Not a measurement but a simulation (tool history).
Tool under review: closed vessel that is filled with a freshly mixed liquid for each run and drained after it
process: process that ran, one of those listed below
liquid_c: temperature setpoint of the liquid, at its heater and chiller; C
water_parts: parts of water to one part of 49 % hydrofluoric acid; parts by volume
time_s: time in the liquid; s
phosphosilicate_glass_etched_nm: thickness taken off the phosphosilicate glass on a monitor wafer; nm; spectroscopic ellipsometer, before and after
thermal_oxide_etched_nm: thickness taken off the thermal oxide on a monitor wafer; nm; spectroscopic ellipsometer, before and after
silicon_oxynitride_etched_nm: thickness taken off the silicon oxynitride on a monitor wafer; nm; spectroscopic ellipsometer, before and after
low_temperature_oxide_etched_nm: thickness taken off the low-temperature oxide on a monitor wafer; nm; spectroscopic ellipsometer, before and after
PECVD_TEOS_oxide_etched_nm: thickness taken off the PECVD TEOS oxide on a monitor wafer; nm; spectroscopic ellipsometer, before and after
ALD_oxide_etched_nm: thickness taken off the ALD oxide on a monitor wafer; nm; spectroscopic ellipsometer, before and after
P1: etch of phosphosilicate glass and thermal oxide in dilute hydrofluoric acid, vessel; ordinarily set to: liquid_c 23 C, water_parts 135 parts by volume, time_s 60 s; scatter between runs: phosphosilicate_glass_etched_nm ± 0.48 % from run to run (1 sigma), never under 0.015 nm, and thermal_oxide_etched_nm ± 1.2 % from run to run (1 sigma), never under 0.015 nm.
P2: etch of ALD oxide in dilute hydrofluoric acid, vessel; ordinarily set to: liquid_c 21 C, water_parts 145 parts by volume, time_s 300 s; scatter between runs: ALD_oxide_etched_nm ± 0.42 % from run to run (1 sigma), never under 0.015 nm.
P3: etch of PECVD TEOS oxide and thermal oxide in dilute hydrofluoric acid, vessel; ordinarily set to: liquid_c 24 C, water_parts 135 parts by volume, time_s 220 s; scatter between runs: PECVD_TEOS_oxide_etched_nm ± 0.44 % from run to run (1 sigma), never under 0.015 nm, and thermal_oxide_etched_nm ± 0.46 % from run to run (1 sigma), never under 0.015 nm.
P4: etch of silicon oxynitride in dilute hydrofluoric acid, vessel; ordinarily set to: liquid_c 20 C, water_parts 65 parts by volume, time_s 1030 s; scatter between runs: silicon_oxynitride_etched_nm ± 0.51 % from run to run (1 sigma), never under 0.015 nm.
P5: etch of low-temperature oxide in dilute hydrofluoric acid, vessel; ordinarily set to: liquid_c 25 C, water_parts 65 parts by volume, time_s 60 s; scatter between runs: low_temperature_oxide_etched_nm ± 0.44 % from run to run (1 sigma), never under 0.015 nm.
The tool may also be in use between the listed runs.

| run | hour | process | liquid_c | water_parts | time_s | hours since the thermometer was replaced | hours since the hydrofluoric acid flow meter was replaced | phosphosilicate_glass_etched_nm | thermal_oxide_etched_nm | silicon_oxynitride_etched_nm | low_temperature_oxide_etched_nm | PECVD_TEOS_oxide_etched_nm | ALD_oxide_etched_nm |
|---|---|---|---|---|---|---|---|---|---|---|---|---|---|
| 1 | 7.3 | P1 | 23 | 135 | 60 | 748.6 | 267.9 | 70.965 | 1.9421 |  |  |  |  |
| 2 | 16 | P4 | 20 | 65 | 1030 | 757.3 | 276.6 |  |  | 37.441 |  |  |  |
| 3 | 29.4 | P5 | 25 | 65 | 100 | 770.7 | 290 |  |  |  | 58.54 |  |  |
| 4 | 43.8 | P3 | 24 | 135 | 220 | 785.1 | 304.4 |  | 7.5203 |  |  | 20.648 |  |
| 5 | 55.9 | P1 | 23 | 205 | 95 | 797.2 | 316.5 | 68.027 | 1.8807 |  |  |  |  |
| 6 | 67.3 | P2 | 21 | 145 | 300 | 808.6 | 327.9 |  |  |  |  |  | 38.491 |
| 7 | 74.5 | P2 | 21 | 145 | 300 | 815.8 | 335.1 |  |  |  |  |  | 38.434 |
| 8 | 84.9 | P5 | 25 | 115 | 60 | 826.2 | 345.5 |  |  |  | 18.506 |  |  |
|  | 90.9 | thermometer replaced |
| 9 | 99.5 | P1 | 23 | 135 | 60 | 8.7 | 360.1 | 70.525 | 1.9007 |  |  |  |  |
| 10 | 107.9 | P2 | 21 | 145 | 585 | 17.1 | 368.5 |  |  |  |  |  | 75.302 |
| 11 | 118.4 | P5 | 33 | 65 | 60 | 27.6 | 379 |  |  |  | 47.908 |  |  |
| 12 | 133.5 | P3 | 24 | 135 | 380 | 42.7 | 394.1 |  | 12.916 |  |  | 35.797 |  |
| 13 | 148.7 | P1 | 23 | 135 | 60 | 57.9 | 409.3 | 70.089 | 1.8934 |  |  |  |  |
| 14 | 162.3 | P4 | 20 | 65 | 400 | 71.5 | 422.9 |  |  | 14.62 |  |  |  |
| 15 | 172.9 | P1 | 20 | 135 | 30 | 82.1 | 433.5 | 31.514 | 0.83019 |  |  |  |  |
| 16 | 182 | P4 | 17 | 65 | 1030 | 91.2 | 442.6 |  |  | 32.367 |  |  |  |
|  | 184.6 | hydrofluoric acid flow meter replaced |
| 17 | 190 | P4 | 20 | 20 | 1030 | 99.2 | 5.4 |  |  | 125.89 |  |  |  |
| 18 | 200 | P1 | 23 | 135 | 60 | 109.2 | 15.4 | 70.803 | 1.8795 |  |  |  |  |
| 19 | 210.5 | P1 | 23 | 135 | 30 | 119.7 | 25.9 | 35.305 | 0.96935 |  |  |  |  |
| 20 | 217.6 | P1 | 17.5 | 135 | 60 | 126.8 | 33 | 56.389 | 1.5867 |  |  |  |  |
| 21 | 228.7 | P1 | 23 | 230 | 100 | 137.9 | 44.1 | 62.702 | 1.7049 |  |  |  |  |
| 22 | 239.6 | P3 | 31 | 135 | 220 | 148.8 | 55 |  | 9.7024 |  |  | 26.886 |  |
| 23 | 246.6 | P1 | 23 | 135 | 60 | 155.8 | 62 | 70.824 | 1.8861 |  |  |  |  |
| 24 | 260 | P1 | 28.5 | 135 | 60 | 169.2 | 75.4 | 86.848 | 2.3973 |  |  |  |  |
| 25 | 273.2 | P3 | 24 | 80 | 220 | 182.4 | 88.6 |  | 13.484 |  |  | 37.119 |  |
| 26 | 283.6 | P1 | 23 | 135 | 110 | 192.8 | 99 | 129.27 | 3.5552 |  |  |  |  |
| 27 | 290.2 | P2 | 17 | 145 | 300 | 199.4 | 105.6 |  |  |  |  |  | 32.834 |
| 28 | 302.6 | P2 | 21 | 235 | 300 | 211.8 | 118 |  |  |  |  |  | 21.59 |
| 29 | 309.5 | P1 | 23 | 135 | 60 | 218.7 | 124.9 | 70.493 | 1.9128 |  |  |  |  |
| 30 | 324.4 | P1 | 23 | 50 | 60 | 233.6 | 139.8 | 211.58 | 5.7456 |  |  |  |  |
| 31 | 337.2 | P1 | 23 | 135 | 60 | 246.4 | 152.6 | 70.874 | 1.9046 |  |  |  |  |
| 32 | 347 | P1 | 23 | 225 | 60 | 256.2 | 162.4 | 38.417 | 1.0405 |  |  |  |  |
| 33 | 361.9 | P5 | 25 | 65 | 60 | 271.1 | 177.3 |  |  |  | 34.946 |  |  |
| 34 | 375.1 | P1 | 23 | 135 | 60 | 284.3 | 190.5 | 70.283 | 1.8901 |  |  |  |  |
| 35 | 383.7 | P1 | 23 | 135 | 60 | 292.9 | 199.1 | 68.048 | 1.8798 |  |  |  |  |

Run 36 has not been measured yet. What should we expect?
| 36 | 393.7 | P1 | 23 | 135 | 60 | 302.9 | 209.1 | ? | ? |  |  |  |  |

phosphosilicate_glass_etched_nm: 66.457 nm
thermal_oxide_etched_nm: 1.805 nm

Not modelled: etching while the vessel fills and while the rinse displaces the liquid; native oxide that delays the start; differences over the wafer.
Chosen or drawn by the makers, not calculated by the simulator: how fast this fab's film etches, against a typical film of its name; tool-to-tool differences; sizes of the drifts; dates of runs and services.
